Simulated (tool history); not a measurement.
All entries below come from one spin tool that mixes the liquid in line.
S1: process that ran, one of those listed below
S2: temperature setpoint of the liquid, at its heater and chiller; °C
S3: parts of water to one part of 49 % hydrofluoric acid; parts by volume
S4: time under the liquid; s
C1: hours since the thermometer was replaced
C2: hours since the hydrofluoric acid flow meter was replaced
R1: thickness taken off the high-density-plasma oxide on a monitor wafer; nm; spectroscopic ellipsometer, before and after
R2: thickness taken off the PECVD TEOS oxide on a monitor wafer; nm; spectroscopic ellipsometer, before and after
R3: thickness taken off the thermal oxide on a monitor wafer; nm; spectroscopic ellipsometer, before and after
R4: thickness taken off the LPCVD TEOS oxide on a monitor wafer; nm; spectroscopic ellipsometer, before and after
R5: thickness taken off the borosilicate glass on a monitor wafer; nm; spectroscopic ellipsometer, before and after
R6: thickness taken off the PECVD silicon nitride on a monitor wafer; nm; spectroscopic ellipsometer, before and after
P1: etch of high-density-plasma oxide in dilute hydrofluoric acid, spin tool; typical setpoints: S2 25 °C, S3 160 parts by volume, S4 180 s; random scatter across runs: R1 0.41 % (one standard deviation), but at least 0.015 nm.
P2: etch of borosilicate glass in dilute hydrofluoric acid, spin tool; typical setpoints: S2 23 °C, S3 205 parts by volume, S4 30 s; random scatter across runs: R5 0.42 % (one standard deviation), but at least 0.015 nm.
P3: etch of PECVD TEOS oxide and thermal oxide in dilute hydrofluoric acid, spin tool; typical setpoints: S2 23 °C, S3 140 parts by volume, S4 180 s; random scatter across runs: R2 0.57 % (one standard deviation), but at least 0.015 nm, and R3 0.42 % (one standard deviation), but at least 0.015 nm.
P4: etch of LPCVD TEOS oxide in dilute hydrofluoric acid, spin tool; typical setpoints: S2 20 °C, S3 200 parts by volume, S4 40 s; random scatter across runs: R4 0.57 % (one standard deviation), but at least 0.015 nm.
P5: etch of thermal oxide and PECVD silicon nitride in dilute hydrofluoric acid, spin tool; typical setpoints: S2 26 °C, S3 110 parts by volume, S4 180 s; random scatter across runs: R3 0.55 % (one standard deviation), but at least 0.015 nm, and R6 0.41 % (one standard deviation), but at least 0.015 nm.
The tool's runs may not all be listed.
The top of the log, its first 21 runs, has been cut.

{"run": 22, "day": 7.192, "S1": "P1", "S2": 25, "S3": 160, "S4": 15, "C1": 1793.2, "C2": 673.2, "R1": 0.66406}
{"run": 23, "day": 7.525, "S1": "P4", "S2": 27, "S3": 200, "S4": 40, "C1": 1801.2, "C2": 681.2, "R4": 8.9418}
{"run": 24, "day": 8.004, "S1": "P3", "S2": 23, "S3": 140, "S4": 180, "C1": 1812.7, "C2": 692.7, "R2": 17.02, "R3": 5.7466}
{"run": 25, "day": 8.433, "S1": "P5", "S2": 26, "S3": 30, "S4": 180, "C1": 1823, "C2": 703, "R3": 33.745, "R6": 36.395}
{"run": 26, "day": 8.904, "S1": "P4", "S2": 20, "S3": 200, "S4": 40, "C1": 1834.3, "C2": 714.3, "R4": 6.9326}
{"run": 27, "day": 9.371, "S1": "P1", "S2": 25, "S3": 265, "S4": 90, "C1": 1845.5, "C2": 725.5, "R1": 2.1055}
{"run": 28, "day": 9.817, "S1": "P4", "S2": 20, "S3": 200, "S4": 40, "C1": 1856.2, "C2": 736.2, "R4": 7.0658}
{"run": 29, "day": 10.258, "S1": "P5", "S2": 26, "S3": 110, "S4": 355, "C1": 1866.8, "C2": 746.8, "R3": 16.174, "R6": 19.713}
{"run": 30, "day": 10.475, "S1": "P1", "S2": 25, "S3": 160, "S4": 180, "C1": 1872, "C2": 752, "R1": 7.7271}
{"run": 31, "day": 10.85, "S1": "P1", "S2": 17.5, "S3": 160, "S4": 180, "C1": 1881, "C2": 761, "R1": 5.8037}
{"run": 32, "day": 11.225, "S1": "P3", "S2": 23, "S3": 210, "S4": 180, "C1": 1890, "C2": 770, "R2": 10.396, "R3": 3.5586}
{"run": 33, "day": 11.521, "S1": "P1", "S2": 25, "S3": 160, "S4": 180, "C1": 1897.1, "C2": 777.1, "R1": 7.7112}
{"run": 34, "day": 11.775, "S1": "P1", "S2": 25, "S3": 160, "S4": 180, "C1": 1903.2, "C2": 783.2, "R1": 7.5702}
{"run": 35, "day": 12.021, "S1": "P1", "S2": 25, "S3": 160, "S4": 180, "C1": 1909.1, "C2": 789.1, "R1": 7.4467}

What does the tool deliver on the next run?
{"run": 36, "day": 12.317, "S1": "P1", "S2": 25, "S3": 160, "S4": 180, "C1": 1916.2, "C2": 796.2, "R1": "?"}

R1: 7.3368 nm

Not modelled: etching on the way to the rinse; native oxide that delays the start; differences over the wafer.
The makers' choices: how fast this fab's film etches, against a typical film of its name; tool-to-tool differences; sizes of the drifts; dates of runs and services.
